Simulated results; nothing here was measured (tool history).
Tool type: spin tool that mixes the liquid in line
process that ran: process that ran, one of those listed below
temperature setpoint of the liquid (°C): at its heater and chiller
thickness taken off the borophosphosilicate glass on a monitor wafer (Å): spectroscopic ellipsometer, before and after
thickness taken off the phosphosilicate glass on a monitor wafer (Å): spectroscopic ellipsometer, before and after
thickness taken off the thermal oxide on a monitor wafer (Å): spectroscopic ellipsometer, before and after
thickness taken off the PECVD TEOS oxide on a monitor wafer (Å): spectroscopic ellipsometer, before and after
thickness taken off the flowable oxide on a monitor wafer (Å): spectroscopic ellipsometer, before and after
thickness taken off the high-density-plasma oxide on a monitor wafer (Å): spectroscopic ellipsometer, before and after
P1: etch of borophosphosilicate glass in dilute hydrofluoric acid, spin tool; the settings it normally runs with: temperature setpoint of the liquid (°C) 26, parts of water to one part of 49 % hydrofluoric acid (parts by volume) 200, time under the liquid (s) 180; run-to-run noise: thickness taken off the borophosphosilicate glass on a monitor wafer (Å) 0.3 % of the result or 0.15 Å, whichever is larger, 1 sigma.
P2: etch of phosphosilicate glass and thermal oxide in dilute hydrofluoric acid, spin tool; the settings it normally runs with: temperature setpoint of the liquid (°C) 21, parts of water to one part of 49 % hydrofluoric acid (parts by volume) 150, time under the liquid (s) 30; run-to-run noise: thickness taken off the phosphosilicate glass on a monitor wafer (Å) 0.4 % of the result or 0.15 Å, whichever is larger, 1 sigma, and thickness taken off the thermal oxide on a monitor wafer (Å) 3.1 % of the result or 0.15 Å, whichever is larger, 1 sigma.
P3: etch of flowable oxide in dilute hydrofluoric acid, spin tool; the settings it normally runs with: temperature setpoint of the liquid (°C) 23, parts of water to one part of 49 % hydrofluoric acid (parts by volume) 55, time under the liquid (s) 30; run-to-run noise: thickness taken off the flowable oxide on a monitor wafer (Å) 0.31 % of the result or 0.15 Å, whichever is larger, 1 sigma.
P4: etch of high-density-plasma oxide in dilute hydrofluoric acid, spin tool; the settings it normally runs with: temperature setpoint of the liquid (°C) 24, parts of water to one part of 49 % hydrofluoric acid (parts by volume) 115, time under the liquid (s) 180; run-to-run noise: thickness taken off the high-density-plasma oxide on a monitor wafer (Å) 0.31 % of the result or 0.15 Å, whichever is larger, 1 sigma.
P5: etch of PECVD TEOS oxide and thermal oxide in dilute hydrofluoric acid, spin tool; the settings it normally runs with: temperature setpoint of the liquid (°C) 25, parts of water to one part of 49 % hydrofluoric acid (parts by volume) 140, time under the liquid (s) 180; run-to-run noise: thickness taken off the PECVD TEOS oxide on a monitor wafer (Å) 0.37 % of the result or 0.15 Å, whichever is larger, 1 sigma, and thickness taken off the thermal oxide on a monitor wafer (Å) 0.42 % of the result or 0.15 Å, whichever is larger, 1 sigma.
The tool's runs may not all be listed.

run,hour,process that ran,temperature setpoint of the liquid (°C),parts of water to one part of 49 % hydrofluoric acid (parts by volume),time under the liquid (s),hours since the thermometer was replaced,hours since the hydrofluoric acid flow meter was replaced,thickness taken off the borophosphosilicate glass on a monitor wafer (Å),thickness taken off the phosphosilicate glass on a monitor wafer (Å),thickness taken off the thermal oxide on a monitor wafer (Å),thickness taken off the PECVD TEOS oxide on a monitor wafer (Å),thickness taken off the flowable oxide on a monitor wafer (Å),thickness taken off the high-density-plasma oxide on a monitor wafer (Å)
1,6.4,P1,26,200,180,383.5,116.8,357.91,,,,,
2,15.5,P1,26,200,180,392.6,125.9,358.09,,,,,
3,26.2,P2,29,150,30,403.3,136.6,,160.98,10.439,,,
4,37.5,P5,25,140,180,414.6,147.9,,,57.844,145.72,,
5,48.8,P2,21,150,30,425.9,159.2,,118.83,7.5246,,,
6,56.1,P3,17,55,30,433.2,166.5,,,,,91.224,
7,62,P5,18.5,140,180,439.1,172.4,,,45.455,113.35,,
# hour 68: hydrofluoric acid flow meter replaced
8,72.1,P1,26,200,180,449.2,4.2,358.58,,,,,
9,79,P5,25,140,265,456.1,11.1,,,86.211,214.61,,
10,86.5,P1,26,325,180,463.6,18.6,193.94,,,,,
11,94.9,P1,31.5,200,325,472,27,784.85,,,,,
12,103.8,P4,24,115,350,480.9,35.9,,,,,,149.96
13,110,P1,26,200,180,487.1,42.1,358.31,,,,,
14,116,P1,26,200,180,493.1,48.1,356.48,,,,,
15,122.1,P2,21,150,30,499.2,54.2,,118.34,7.7047,,,
16,130,P2,21,150,15,507.1,62.1,,59.734,4.02,,,
17,139.9,P3,23,55,30,517,72,,,,,119.03,
18,147.6,P3,23,20,30,524.7,79.7,,,,,338.64,
19,156.2,P4,30,115,180,533.3,88.3,,,,,,97.039
20,162.6,P3,23,55,30,539.7,94.7,,,,,119.2,
21,172.7,P1,26,200,345,549.8,104.8,683.96,,,,,
22,181.1,P1,26,80,180,558.2,113.2,1034.2,,,,,
23,186.2,P1,26,200,180,563.3,118.3,357.03,,,,,
24,197.5,P1,20.5,200,180,574.6,129.6,291.34,,,,,
25,204.1,P4,24,55,180,581.2,136.2,,,,,,173.61
26,211.4,P3,23,55,50,588.5,143.5,,,,,197.73,
27,221.4,P5,25,255,180,598.5,153.5,,,28.228,70.516,,
28,229.2,P4,24,115,180,606.3,161.3,,,,,,77.347
29,235.3,P1,26,200,95,612.4,167.4,189.39,,,,,
30,240.8,P2,21,270,30,617.9,172.9,,58.855,4.2093,,,
31,250.5,P1,26,200,180,627.6,182.6,357.48,,,,,
32,258,P1,31.5,200,180,635.1,190.1,432.45,,,,,
33,268.5,P1,26,200,180,645.6,200.6,359.5,,,,,
34,279.5,P1,26,200,180,656.6,211.6,372.71,,,,,

For run 35, what comes out?
35,285.8,P1,26,200,180,662.9,217.9,?,,,,,

Run 35 produced thickness taken off the borophosphosilicate glass on a monitor wafer (Å) 376.78.

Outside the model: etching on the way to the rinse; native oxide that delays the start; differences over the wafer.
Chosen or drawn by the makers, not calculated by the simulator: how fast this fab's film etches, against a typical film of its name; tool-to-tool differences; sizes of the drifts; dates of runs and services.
